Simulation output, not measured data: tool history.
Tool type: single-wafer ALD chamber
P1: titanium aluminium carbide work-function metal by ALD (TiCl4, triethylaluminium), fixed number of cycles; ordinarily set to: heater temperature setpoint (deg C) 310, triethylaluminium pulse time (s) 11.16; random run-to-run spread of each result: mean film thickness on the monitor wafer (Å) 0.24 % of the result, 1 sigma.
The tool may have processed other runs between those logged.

run	hour	heater temperature setpoint (deg C)	triethylaluminium pulse time (s)	hours since the last thermocouple change	hours since the last triethylaluminium bottle change	mean film thickness on the monitor wafer (Å)
1	15.8	310	11.16	330.6	371.8	21.243
2	27.3	291	5.52	342.1	383.3	16.988
# hour 36.9: thermocouple changed; heater temperature recalibrated
3	42.5	310	11.16	5.6	398.5	21.278
4	52.1	310	11.16	15.2	408.1	21.148
5	61.1	290	11.16	24.2	417.1	19.368
6	72.8	310	14.47	35.9	428.8	21.465
7	88.1	310	11.16	51.2	444.1	21.153
8	99.7	310	11.16	62.8	455.7	21.179
9	116.1	310	4.98	79.2	472.1	17.823
10	126.3	335	11.16	89.4	482.3	23.433
11	142.1	310	11.16	105.2	498.1	21.222
12	153.4	310	11.16	116.5	509.4	21.136
13	167.6	310	11.16	130.7	523.6	20.944
14	176.9	310	11.16	140	532.9	21.063
15	193.7	310	11.16	156.8	549.7	20.818
16	209.9	310	11.16	173	565.9	20.733
17	226.2	310	11.16	189.3	582.2	20.724
18	240.4	310	11.16	203.5	596.4	20.707

Run 19, settings as shown, results not yet in. Your forecast:
19	252.6	310	11.16	215.7	608.6	?

{"run 19": {"mean film thickness on the monitor wafer (Å)": 20.729}}
